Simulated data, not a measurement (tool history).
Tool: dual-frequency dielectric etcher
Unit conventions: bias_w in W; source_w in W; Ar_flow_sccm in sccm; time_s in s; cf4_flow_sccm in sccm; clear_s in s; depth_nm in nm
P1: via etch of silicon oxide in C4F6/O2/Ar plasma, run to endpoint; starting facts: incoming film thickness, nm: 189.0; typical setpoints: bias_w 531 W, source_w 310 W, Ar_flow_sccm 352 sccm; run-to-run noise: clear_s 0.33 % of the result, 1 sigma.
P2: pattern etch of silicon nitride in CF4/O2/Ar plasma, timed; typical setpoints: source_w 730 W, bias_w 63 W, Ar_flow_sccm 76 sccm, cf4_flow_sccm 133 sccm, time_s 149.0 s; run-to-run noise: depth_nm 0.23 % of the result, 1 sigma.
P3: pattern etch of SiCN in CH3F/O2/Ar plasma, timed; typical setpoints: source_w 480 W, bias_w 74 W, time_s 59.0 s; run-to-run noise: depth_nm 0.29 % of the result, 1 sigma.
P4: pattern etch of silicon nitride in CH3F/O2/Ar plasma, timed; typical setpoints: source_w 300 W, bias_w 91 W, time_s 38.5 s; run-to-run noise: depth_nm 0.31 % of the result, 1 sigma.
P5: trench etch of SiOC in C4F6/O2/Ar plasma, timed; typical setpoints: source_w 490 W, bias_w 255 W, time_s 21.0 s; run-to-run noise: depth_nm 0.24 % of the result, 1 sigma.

| run | hour | process | bias_w | source_w | Ar_flow_sccm | time_s | cf4_flow_sccm | clear_s | depth_nm |
|---|---|---|---|---|---|---|---|---|---|
| 1 | 14.2 | P1 | 531 | 310 | 352 |  |  | 45.671 |  |
| 2 | 24.0 | P3 | 74 | 480 |  | 59.0 |  |  | 24.706 |
| 3 | 41.0 | P2 | 44 | 730 | 76 | 149.0 | 133 |  | 407.840 |
| 4 | 52.9 | P1 | 659 | 310 | 352 |  |  | 42.066 |  |
| 5 | 62.6 | P1 | 531 | 310 | 352 |  |  | 45.697 |  |
| 6 | 74.1 | P1 | 531 | 310 | 232 |  |  | 43.645 |  |
| 7 | 86.0 | P1 | 531 | 190 | 352 |  |  | 54.471 |  |
| 8 | 102.7 | P2 | 63 | 730 | 76 | 149.0 | 133 |  | 461.620 |
| 9 | 115.0 | P2 | 63 | 590 | 76 | 149.0 | 133 |  | 384.050 |
| 10 | 131.3 | P3 | 74 | 590 |  | 59.0 |  |  | 26.861 |
| 11 | 146.3 | P2 | 63 | 730 | 76 | 149.0 | 133 |  | 461.880 |
| 12 | 161.8 | P4 | 126 | 300 |  | 38.5 |  |  | 29.771 |
| 13 | 178.5 | P2 | 63 | 730 | 76 | 193.0 | 133 |  | 596.870 |
| 14 | 193.7 | P3 | 74 | 480 |  | 85.5 |  |  | 35.714 |
| 15 | 207.0 | P1 | 531 | 370 | 460 |  |  | 44.495 |  |
| 16 | 221.8 | P5 | 255 | 490 |  | 31.0 |  |  | 79.358 |
| 17 | 232.3 | P4 | 91 | 300 |  | 55.5 |  |  | 37.825 |
| 18 | 240.4 | P2 | 63 | 730 | 107 | 149.0 | 133 |  | 446.990 |
| 19 | 257.2 | P1 | 531 | 310 | 433 |  |  | 46.610 |  |
| 20 | 269.0 | P1 | 531 | 310 | 352 |  |  | 45.574 |  |
| 21 | 280.3 | P4 | 91 | 190 |  | 38.5 |  |  | 22.124 |
| 22 | 291.0 | P1 | 362 | 310 | 352 |  |  | 52.571 |  |
| 23 | 308.2 | P5 | 202 | 490 |  | 21.0 |  |  | 49.872 |
| 24 | 322.4 | P5 | 255 | 490 |  | 21.0 |  |  | 54.073 |
| 25 | 339.6 | P5 | 255 | 650 |  | 21.0 |  |  | 60.025 |
| 26 | 352.3 | P1 | 531 | 310 | 352 |  |  | 45.341 |  |
| 27 | 367.8 | P4 | 91 | 300 |  | 38.5 |  |  | 26.422 |
| 28 | 384.6 | P1 | 531 | 380 | 352 |  |  | 42.419 |  |
| 29 | 394.6 | P3 | 52 | 480 |  | 59.0 |  |  | 22.022 |
| 30 | 406.1 | P2 | 63 | 730 | 76 | 149.0 | 174 |  | 471.520 |
| 31 | 414.7 | P1 | 531 | 310 | 352 |  |  | 45.711 |  |
| 32 | 428.6 | P1 | 531 | 310 | 352 |  |  | 46.153 |  |
| 33 | 443.8 | P1 | 531 | 310 | 352 |  |  | 46.252 |  |
|  | 450.3 | wet clean of the chamber |
| 34 | 455.7 | P1 | 531 | 310 | 352 |  |  | 46.389 |  |
| 35 | 472.3 | P1 | 531 | 310 | 352 |  |  | 46.307 |  |
| 36 | 480.2 | P1 | 531 | 310 | 352 |  |  | 46.513 |  |

Run 37 is up next; what results do you expect?
| 37 | 489.4 | P1 | 531 | 310 | 352 |  |  | ? |  |

{"run 37": {"clear_s": 46.378}}
